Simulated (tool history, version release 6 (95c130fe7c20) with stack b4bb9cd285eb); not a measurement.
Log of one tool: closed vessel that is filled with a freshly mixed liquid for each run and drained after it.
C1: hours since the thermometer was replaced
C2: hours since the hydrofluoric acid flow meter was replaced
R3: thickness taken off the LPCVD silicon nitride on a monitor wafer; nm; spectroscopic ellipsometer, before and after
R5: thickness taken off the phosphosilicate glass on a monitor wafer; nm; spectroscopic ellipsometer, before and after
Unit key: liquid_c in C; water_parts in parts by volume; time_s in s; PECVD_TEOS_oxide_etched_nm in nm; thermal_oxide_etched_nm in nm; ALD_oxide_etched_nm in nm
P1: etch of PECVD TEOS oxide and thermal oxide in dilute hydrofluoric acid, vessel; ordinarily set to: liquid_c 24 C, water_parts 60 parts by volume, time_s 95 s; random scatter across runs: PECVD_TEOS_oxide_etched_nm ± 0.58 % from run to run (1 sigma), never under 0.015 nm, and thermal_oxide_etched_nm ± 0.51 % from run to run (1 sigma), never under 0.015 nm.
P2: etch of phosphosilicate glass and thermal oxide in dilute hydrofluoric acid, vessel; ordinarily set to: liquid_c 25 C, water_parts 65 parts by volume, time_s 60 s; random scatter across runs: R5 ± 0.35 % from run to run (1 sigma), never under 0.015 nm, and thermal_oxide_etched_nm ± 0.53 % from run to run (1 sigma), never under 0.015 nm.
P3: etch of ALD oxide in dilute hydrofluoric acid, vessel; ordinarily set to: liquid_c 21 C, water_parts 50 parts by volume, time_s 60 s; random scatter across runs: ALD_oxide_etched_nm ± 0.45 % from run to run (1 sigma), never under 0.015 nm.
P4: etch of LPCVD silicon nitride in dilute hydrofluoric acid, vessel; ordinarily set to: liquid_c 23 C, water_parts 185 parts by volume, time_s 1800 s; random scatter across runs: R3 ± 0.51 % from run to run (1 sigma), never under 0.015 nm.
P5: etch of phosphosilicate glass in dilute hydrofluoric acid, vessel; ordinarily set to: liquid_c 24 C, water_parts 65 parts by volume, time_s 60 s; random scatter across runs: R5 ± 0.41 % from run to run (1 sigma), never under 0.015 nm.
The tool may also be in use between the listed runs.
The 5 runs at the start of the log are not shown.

Run 6, day 2.55: process P3, liquid_c 21 C, water_parts 50 parts by volume, time_s 60 s; C1 1177.2; C2 1998.8. Result: ALD_oxide_etched_nm 30.847 nm.
At day 2.942: thermometer replaced.
Run 7, day 3.025: process P4, liquid_c 23 C, water_parts 185 parts by volume, time_s 1800 s; C1 2.1; C2 2010.2. Result: R3 4.5896 nm.
Run 8, day 3.538: process P2, liquid_c 19 C, water_parts 65 parts by volume, time_s 60 s; C1 14.4; C2 2022.5. Result: thermal_oxide_etched_nm 3.6621 nm, R5 123.58 nm.
Run 9, day 4.075: process P4, liquid_c 23 C, water_parts 185 parts by volume, time_s 2865 s; C1 27.3; C2 2035.4. Result: R3 7.3874 nm.
Run 10, day 4.571: process P4, liquid_c 31 C, water_parts 185 parts by volume, time_s 1800 s; C1 39.2; C2 2047.3. Result: R3 7.5688 nm.
Run 11, day 4.875: process P1, liquid_c 24 C, water_parts 100 parts by volume, time_s 95 s; C1 46.5; C2 2054.6. Result: PECVD_TEOS_oxide_etched_nm 18.757 nm, thermal_oxide_etched_nm 4.3961 nm.
Run 12, day 5.221: process P3, liquid_c 17 C, water_parts 50 parts by volume, time_s 60 s; C1 54.8; C2 2062.9. Result: ALD_oxide_etched_nm 25.99 nm.
Run 13, day 5.654: process P2, liquid_c 25 C, water_parts 65 parts by volume, time_s 60 s; C1 65.2; C2 2073.3. Result: thermal_oxide_etched_nm 4.6615 nm, R5 157.3 nm.
Run 14, day 6.017: process P1, liquid_c 29.5 C, water_parts 60 parts by volume, time_s 95 s; C1 73.9; C2 2082. Result: PECVD_TEOS_oxide_etched_nm 40.994 nm, thermal_oxide_etched_nm 9.6082 nm.
Run 15, day 6.538: process P1, liquid_c 24 C, water_parts 60 parts by volume, time_s 30 s; C1 86.4; C2 2094.5. Result: PECVD_TEOS_oxide_etched_nm 10.368 nm, thermal_oxide_etched_nm 2.4095 nm.
Run 16, day 7.05: process P1, liquid_c 24 C, water_parts 20 parts by volume, time_s 95 s; C1 98.7; C2 2106.8. Result: PECVD_TEOS_oxide_etched_nm 102.78 nm, thermal_oxide_etched_nm 24.653 nm.
Run 17, day 7.383: process P2, liquid_c 25 C, water_parts 30 parts by volume, time_s 60 s; C1 106.7; C2 2114.8. Result: thermal_oxide_etched_nm 10.624 nm, R5 357.59 nm.
Run 18, day 7.821: process P5, liquid_c 24 C, water_parts 65 parts by volume, time_s 30 s; C1 117.2; C2 2125.3. Result: R5 39.879 nm.
Run 19, day 8.225: process P2, liquid_c 25 C, water_parts 65 parts by volume, time_s 60 s; C1 126.9; C2 2135. Result: thermal_oxide_etched_nm 4.6685 nm, R5 157.52 nm.
Run 20, day 8.633: process P5, liquid_c 24 C, water_parts 65 parts by volume, time_s 60 s; C1 136.7; C2 2144.8. Result: R5 79.681 nm.
Run 21, day 9.175: process P2, liquid_c 25 C, water_parts 65 parts by volume, time_s 100 s; C1 149.7; C2 2157.8. Result: thermal_oxide_etched_nm 7.8037 nm, R5 263.28 nm.
Run 22, day 9.467: process P1, liquid_c 30.5 C, water_parts 85 parts by volume, time_s 95 s; C1 156.7; C2 2164.8. Result: PECVD_TEOS_oxide_etched_nm 29.241 nm, thermal_oxide_etched_nm 6.8112 nm.
Run 23, day 9.892: process P3, liquid_c 21 C, water_parts 50 parts by volume, time_s 30 s; C1 166.9; C2 2175. Result: ALD_oxide_etched_nm 15.535 nm.

Forecast run 24:
Run 24, day 10.504: process P3, liquid_c 21 C, water_parts 50 parts by volume, time_s 60 s; C1 181.6; C2 2189.7. Result: ALD_oxide_etched_nm ?.

{"run 24": {"ALD_oxide_etched_nm": 30.557}}
